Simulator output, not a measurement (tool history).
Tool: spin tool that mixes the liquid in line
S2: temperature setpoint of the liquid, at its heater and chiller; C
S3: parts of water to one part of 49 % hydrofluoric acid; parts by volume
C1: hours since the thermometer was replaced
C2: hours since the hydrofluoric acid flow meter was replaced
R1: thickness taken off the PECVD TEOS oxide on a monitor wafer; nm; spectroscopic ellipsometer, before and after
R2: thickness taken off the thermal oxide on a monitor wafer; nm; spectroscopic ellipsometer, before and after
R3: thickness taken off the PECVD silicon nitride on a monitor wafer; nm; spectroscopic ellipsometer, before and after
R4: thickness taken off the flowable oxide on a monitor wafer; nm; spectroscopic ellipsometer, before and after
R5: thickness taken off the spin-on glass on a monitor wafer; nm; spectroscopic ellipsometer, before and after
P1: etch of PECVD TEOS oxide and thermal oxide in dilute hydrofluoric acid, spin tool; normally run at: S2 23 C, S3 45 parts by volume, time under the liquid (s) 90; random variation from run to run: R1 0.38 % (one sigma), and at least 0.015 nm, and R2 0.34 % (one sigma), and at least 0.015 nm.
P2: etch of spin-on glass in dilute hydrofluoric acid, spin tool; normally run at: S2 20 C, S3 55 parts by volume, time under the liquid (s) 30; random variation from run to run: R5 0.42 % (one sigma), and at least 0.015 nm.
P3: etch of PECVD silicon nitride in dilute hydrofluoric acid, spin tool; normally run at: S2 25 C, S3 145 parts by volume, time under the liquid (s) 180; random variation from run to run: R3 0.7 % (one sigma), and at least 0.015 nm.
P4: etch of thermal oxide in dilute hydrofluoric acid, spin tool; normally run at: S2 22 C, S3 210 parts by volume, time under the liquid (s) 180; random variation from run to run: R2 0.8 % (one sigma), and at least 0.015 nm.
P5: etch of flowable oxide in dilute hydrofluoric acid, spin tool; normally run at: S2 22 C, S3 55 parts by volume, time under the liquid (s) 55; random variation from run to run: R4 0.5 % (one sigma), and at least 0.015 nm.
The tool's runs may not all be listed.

{"run": 1, "hour": 18.1, "process that ran": "P1", "S2": 23, "S3": 45, "time under the liquid (s)": 90, "C1": 856.8, "C2": 940.6, "R1": 18.775, "R2": 9.3817}
{"run": 2, "hour": 27.5, "process that ran": "P3", "S2": 25, "S3": 145, "time under the liquid (s)": 340, "C1": 866.2, "C2": 950, "R3": 6.3239}
{"run": 3, "hour": 41.5, "process that ran": "P5", "S2": 22, "S3": 55, "time under the liquid (s)": 55, "C1": 880.2, "C2": 964, "R4": 42.723}
{"run": 4, "hour": 56.6, "process that ran": "P1", "S2": 23, "S3": 45, "time under the liquid (s)": 15, "C1": 895.3, "C2": 979.1, "R1": 3.1173, "R2": 1.5585}
{"run": 5, "hour": 70.0, "process that ran": "P4", "S2": 17, "S3": 210, "time under the liquid (s)": 180, "C1": 908.7, "C2": 992.5, "R2": 2.5705}
{"run": 6, "hour": 86.7, "process that ran": "P4", "S2": 22, "S3": 210, "time under the liquid (s)": 180, "C1": 925.4, "C2": 1009.2, "R2": 3.1057}
{"run": 7, "hour": 102.3, "process that ran": "P2", "S2": 20, "S3": 20, "time under the liquid (s)": 30, "C1": 941, "C2": 1024.8, "R5": 94.341}
{"run": 8, "hour": 117.2, "process that ran": "P2", "S2": 20, "S3": 55, "time under the liquid (s)": 15, "C1": 955.9, "C2": 1039.7, "R5": 16.319}
{"run": 9, "hour": 126.5, "process that ran": "P3", "S2": 25, "S3": 145, "time under the liquid (s)": 180, "C1": 965.2, "C2": 1049, "R3": 3.3428}
{"run": 10, "hour": 142.0, "process that ran": "P5", "S2": 22, "S3": 55, "time under the liquid (s)": 55, "C1": 980.7, "C2": 1064.5, "R4": 42.644}
{"run": 11, "hour": 152.3, "process that ran": "P2", "S2": 20, "S3": 55, "time under the liquid (s)": 30, "C1": 991, "C2": 1074.8, "R5": 32.958}
{"hour": 158.6, "done": "hydrofluoric acid flow meter replaced"}
{"run": 12, "hour": 164.7, "process that ran": "P2", "S2": 20, "S3": 55, "time under the liquid (s)": 30, "C1": 1003.4, "C2": 6.2, "R5": 32.742}
{"run": 13, "hour": 173.4, "process that ran": "P5", "S2": 22, "S3": 25, "time under the liquid (s)": 55, "C1": 1012.1, "C2": 14.9, "R4": 98.29}
{"run": 14, "hour": 183.5, "process that ran": "P4", "S2": 22, "S3": 210, "time under the liquid (s)": 180, "C1": 1022.2, "C2": 25, "R2": 3.1092}
{"run": 15, "hour": 201.9, "process that ran": "P3", "S2": 25, "S3": 215, "time under the liquid (s)": 180, "C1": 1040.6, "C2": 43.4, "R3": 2.2602}
{"run": 16, "hour": 212.1, "process that ran": "P1", "S2": 23, "S3": 70, "time under the liquid (s)": 90, "C1": 1050.8, "C2": 53.6, "R1": 11.714, "R2": 5.8449}
{"run": 17, "hour": 227.9, "process that ran": "P4", "S2": 22, "S3": 75, "time under the liquid (s)": 180, "C1": 1066.6, "C2": 69.4, "R2": 10.067}
{"run": 18, "hour": 239.6, "process that ran": "P1", "S2": 23, "S3": 45, "time under the liquid (s)": 90, "C1": 1078.3, "C2": 81.1, "R1": 18.763, "R2": 9.4002}
{"run": 19, "hour": 248.3, "process that ran": "P1", "S2": 23, "S3": 45, "time under the liquid (s)": 140, "C1": 1087, "C2": 89.8, "R1": 29.33, "R2": 14.643}
{"run": 20, "hour": 257.5, "process that ran": "P2", "S2": 17, "S3": 55, "time under the liquid (s)": 30, "C1": 1096.2, "C2": 99, "R5": 28.823}
{"run": 21, "hour": 270.3, "process that ran": "P1", "S2": 29, "S3": 45, "time under the liquid (s)": 90, "C1": 1109, "C2": 111.8, "R1": 24.196, "R2": 11.961}
{"run": 22, "hour": 281.0, "process that ran": "P5", "S2": 22, "S3": 55, "time under the liquid (s)": 110, "C1": 1119.7, "C2": 122.5, "R4": 84.616}
{"run": 23, "hour": 294.5, "process that ran": "P1", "S2": 23, "S3": 45, "time under the liquid (s)": 90, "C1": 1133.2, "C2": 136, "R1": 18.827, "R2": 9.3977}
{"run": 24, "hour": 303.9, "process that ran": "P4", "S2": 22, "S3": 210, "time under the liquid (s)": 305, "C1": 1142.6, "C2": 145.4, "R2": 5.1741}
{"run": 25, "hour": 315.4, "process that ran": "P5", "S2": 27.5, "S3": 55, "time under the liquid (s)": 55, "C1": 1154.1, "C2": 156.9, "R4": 53.482}
{"run": 26, "hour": 324.7, "process that ran": "P1", "S2": 23, "S3": 20, "time under the liquid (s)": 90, "C1": 1163.4, "C2": 166.2, "R1": 43.526, "R2": 21.811}
{"run": 27, "hour": 334.0, "process that ran": "P1", "S2": 29.5, "S3": 45, "time under the liquid (s)": 125, "C1": 1172.7, "C2": 175.5, "R1": 33.965, "R2": 16.999}
{"run": 28, "hour": 344.5, "process that ran": "P3", "S2": 19, "S3": 145, "time under the liquid (s)": 180, "C1": 1183.2, "C2": 186, "R3": 2.2833}
{"run": 29, "hour": 363.1, "process that ran": "P1", "S2": 23, "S3": 45, "time under the liquid (s)": 90, "C1": 1201.8, "C2": 204.6, "R1": 18.754, "R2": 9.4094}
{"run": 30, "hour": 374.1, "process that ran": "P1", "S2": 17, "S3": 45, "time under the liquid (s)": 90, "C1": 1212.8, "C2": 215.6, "R1": 14.534, "R2": 7.2863}
{"run": 31, "hour": 388.5, "process that ran": "P3", "S2": 25, "S3": 145, "time under the liquid (s)": 180, "C1": 1227.2, "C2": 230, "R3": 3.3649}
{"run": 32, "hour": 401.2, "process that ran": "P1", "S2": 23, "S3": 45, "time under the liquid (s)": 90, "C1": 1239.9, "C2": 242.7, "R1": 18.873, "R2": 9.4162}
{"run": 33, "hour": 417.5, "process that ran": "P1", "S2": 23, "S3": 45, "time under the liquid (s)": 90, "C1": 1256.2, "C2": 259, "R1": 19.336, "R2": 9.6715}
{"run": 34, "hour": 436.7, "process that ran": "P1", "S2": 23, "S3": 45, "time under the liquid (s)": 90, "C1": 1275.4, "C2": 278.2, "R1": 19.702, "R2": 9.8105}
{"run": 35, "hour": 447.9, "process that ran": "P1", "S2": 23, "S3": 45, "time under the liquid (s)": 90, "C1": 1286.6, "C2": 289.4, "R1": 19.742, "R2": 9.8778}
{"run": 36, "hour": 459.6, "process that ran": "P1", "S2": 23, "S3": 45, "time under the liquid (s)": 90, "C1": 1298.3, "C2": 301.1, "R1": 19.953, "R2": 9.9047}
{"run": 37, "hour": 475.6, "process that ran": "P1", "S2": 23, "S3": 45, "time under the liquid (s)": 90, "C1": 1314.3, "C2": 317.1, "R1": 19.943, "R2": 9.9742}
{"run": 38, "hour": 488.4, "process that ran": "P1", "S2": 23, "S3": 45, "time under the liquid (s)": 90, "C1": 1327.1, "C2": 329.9, "R1": 20.147, "R2": 9.9204}
{"run": 39, "hour": 506.7, "process that ran": "P1", "S2": 23, "S3": 45, "time under the liquid (s)": 90, "C1": 1345.4, "C2": 348.2, "R1": 20.029, "R2": 9.9862}
{"run": 40, "hour": 521.8, "process that ran": "P1", "S2": 23, "S3": 45, "time under the liquid (s)": 90, "C1": 1360.5, "C2": 363.3, "R1": 19.928, "R2": 9.9871}

What P1 gives has crept away from where it was. These 2 causes fit the log equally well, each at the size given:
A: hydrofluoric acid flow above the setpoint (%) = 6.15
B: liquid hotter than its thermometer reads (K) = 1.53
The creep began at about hour 401.2.

4 check runs are offered, each on 2 wafers whose results are averaged, their results left as question marks. Which one tells the causes apart?
{"run": "check 1", "hour": 536.9, "process that ran": "P5", "S2": 22, "S3": 55, "time under the liquid (s)": 110, "R4": "?"}
{"run": "check 2", "hour": 536.9, "process that ran": "P4", "S2": 22, "S3": 85, "time under the liquid (s)": 255, "R2": "?"}
{"run": "check 3", "hour": 536.9, "process that ran": "P3", "S2": 21, "S3": 145, "time under the liquid (s)": 310, "R3": "?"}
{"run": "check 4", "hour": 536.9, "process that ran": "P2", "S2": 20, "S3": 20, "time under the liquid (s)": 30, "R5": "?"}

What each check would give under each cause:
check=check_1 result=R4 if_A=91.053 if_B=91.015
check=check_2 result=R2 if_A=13.306 if_B=13.259
check=check_3 result=R3 if_A=4.694 if_B=4.8977
check=check_4 result=R5 if_A=100.11 if_B=100.61
How far apart the two closest causes lie, in the result that separates them most: check 1 0.04 %; check 2 0.36 %; check 3 4.25 %; check 4 0.5 %
Check 3 tells the causes apart: in the others they would give nearly the same result.

Check 3 was then run and gave: R3 4.9151 nm. Which cause is it?

It is B: liquid hotter than its thermometer reads (K).
